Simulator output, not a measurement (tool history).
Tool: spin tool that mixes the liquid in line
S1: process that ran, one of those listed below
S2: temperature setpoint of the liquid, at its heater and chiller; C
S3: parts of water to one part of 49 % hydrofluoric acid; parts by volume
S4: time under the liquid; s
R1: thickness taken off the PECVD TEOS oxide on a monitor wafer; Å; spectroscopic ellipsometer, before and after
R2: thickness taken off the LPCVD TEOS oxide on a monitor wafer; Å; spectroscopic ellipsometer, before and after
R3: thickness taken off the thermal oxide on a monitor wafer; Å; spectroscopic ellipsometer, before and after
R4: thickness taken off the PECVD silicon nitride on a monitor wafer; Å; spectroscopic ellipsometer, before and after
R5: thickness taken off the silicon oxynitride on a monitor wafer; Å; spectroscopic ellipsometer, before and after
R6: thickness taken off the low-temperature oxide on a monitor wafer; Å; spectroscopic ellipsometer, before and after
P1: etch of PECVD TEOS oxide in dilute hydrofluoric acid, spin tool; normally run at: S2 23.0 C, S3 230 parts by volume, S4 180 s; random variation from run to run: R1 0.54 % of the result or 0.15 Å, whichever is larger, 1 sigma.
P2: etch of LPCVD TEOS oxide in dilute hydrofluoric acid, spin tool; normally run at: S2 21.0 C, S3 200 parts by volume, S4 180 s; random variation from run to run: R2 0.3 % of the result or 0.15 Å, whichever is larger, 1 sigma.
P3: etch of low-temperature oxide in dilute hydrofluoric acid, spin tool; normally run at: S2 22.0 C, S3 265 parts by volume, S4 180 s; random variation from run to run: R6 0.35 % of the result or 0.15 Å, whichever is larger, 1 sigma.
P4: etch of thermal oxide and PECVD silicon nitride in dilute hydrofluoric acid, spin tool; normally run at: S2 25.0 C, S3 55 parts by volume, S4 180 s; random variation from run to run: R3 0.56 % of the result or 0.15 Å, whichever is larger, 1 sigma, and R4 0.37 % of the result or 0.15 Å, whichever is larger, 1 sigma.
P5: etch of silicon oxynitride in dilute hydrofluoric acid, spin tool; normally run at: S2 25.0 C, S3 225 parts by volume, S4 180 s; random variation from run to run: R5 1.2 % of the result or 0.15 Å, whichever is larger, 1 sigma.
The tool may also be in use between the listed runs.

Run 1, hour 9.1: S1 P1, S2 23.0 C, S3 230 parts by volume, S4 180 s. Result: R1 83.910 Å.
Run 2, hour 17.8: S1 P2, S2 21.0 C, S3 200 parts by volume, S4 50 s. Result: R2 72.415 Å.
Run 3, hour 24.0: S1 P4, S2 20.0 C, S3 55 parts by volume, S4 180 s. Result: R3 140.890 Å, R4 124.890 Å.
Run 4, hour 28.9: S1 P5, S2 17.5 C, S3 225 parts by volume, S4 180 s. Result: R5 13.2990 Å.
Run 5, hour 37.3: S1 P4, S2 25.0 C, S3 55 parts by volume, S4 15 s. Result: R3 14.578 Å, R4 14.460 Å.
Run 6, hour 45.0: S1 P1, S2 23.0 C, S3 230 parts by volume, S4 180 s. Result: R1 85.383 Å.
Run 7, hour 50.4: S1 P1, S2 28.0 C, S3 230 parts by volume, S4 180 s. Result: R1 100.710 Å.
Run 8, hour 59.9: S1 P2, S2 17.0 C, S3 200 parts by volume, S4 180 s. Result: R2 221.930 Å.
Run 9, hour 65.7: S1 P2, S2 21.0 C, S3 200 parts by volume, S4 180 s. Result: R2 259.670 Å.
Run 10, hour 72.3: S1 P1, S2 27.5 C, S3 305 parts by volume, S4 180 s. Result: R1 69.025 Å.
Run 11, hour 77.0: S1 P5, S2 25.0 C, S3 225 parts by volume, S4 180 s. Result: R5 18.8940 Å.
Run 12, hour 84.0: S1 P1, S2 23.0 C, S3 105 parts by volume, S4 180 s. Result: R1 212.950 Å.
Run 13, hour 90.8: S1 P3, S2 22.0 C, S3 265 parts by volume, S4 180 s. Result: R6 73.493 Å.
Run 14, hour 100.0: S1 P1, S2 17.5 C, S3 230 parts by volume, S4 180 s. Result: R1 68.740 Å.
Run 15, hour 107.8: S1 P3, S2 22.0 C, S3 265 parts by volume, S4 345 s. Result: R6 142.110 Å.
Run 16, hour 112.5: S1 P1, S2 23.0 C, S3 385 parts by volume, S4 285 s. Result: R1 68.904 Å.
Run 17, hour 116.8: S1 P1, S2 23.0 C, S3 230 parts by volume, S4 320 s. Result: R1 150.490 Å.
Run 18, hour 125.7: S1 P4, S2 25.0 C, S3 55 parts by volume, S4 180 s. Result: R3 173.350 Å, R4 175.580 Å.
Run 19, hour 133.5: S1 P5, S2 25.0 C, S3 225 parts by volume, S4 40 s. Result: R5 3.9967 Å.
Run 20, hour 139.1: S1 P1, S2 23.0 C, S3 395 parts by volume, S4 180 s. Result: R1 41.757 Å.
Run 21, hour 147.0: S1 P1, S2 23.0 C, S3 230 parts by volume, S4 180 s. Result: R1 84.373 Å.
Run 22, hour 154.2: S1 P5, S2 25.0 C, S3 335 parts by volume, S4 180 s. Result: R5 11.5440 Å.
Run 23, hour 159.5: S1 P1, S2 23.0 C, S3 230 parts by volume, S4 180 s. Result: R1 83.984 Å.
Run 24, hour 167.2: S1 P1, S2 23.0 C, S3 230 parts by volume, S4 180 s. Result: R1 84.603 Å.
Run 25, hour 176.1: S1 P2, S2 21.0 C, S3 65 parts by volume, S4 180 s. Result: R2 925.710 Å.
Run 26, hour 183.1: S1 P3, S2 29.0 C, S3 265 parts by volume, S4 180 s. Result: R6 94.735 Å.
Run 27, hour 190.6: S1 P3, S2 22.0 C, S3 265 parts by volume, S4 180 s. Result: R6 73.921 Å.
Run 28, hour 198.5: S1 P1, S2 23.0 C, S3 230 parts by volume, S4 180 s. Result: R1 83.859 Å.
Run 29, hour 203.2: S1 P5, S2 25.0 C, S3 225 parts by volume, S4 180 s. Result: R5 18.8640 Å.
Run 30, hour 210.3: S1 P4, S2 25.0 C, S3 100 parts by volume, S4 180 s. Result: R3 89.920 Å, R4 97.929 Å.
Run 31, hour 219.4: S1 P3, S2 22.0 C, S3 140 parts by volume, S4 180 s. Result: R6 159.280 Å.
Run 32, hour 228.5: S1 P1, S2 23.0 C, S3 230 parts by volume, S4 30 s. Result: R1 14.084 Å.

The next listed run, before its measurement:
Run 33, hour 236.7: S1 P1, S2 29.5 C, S3 85 parts by volume, S4 180 s. Result: R1 ?.

R1: 347.070 Å
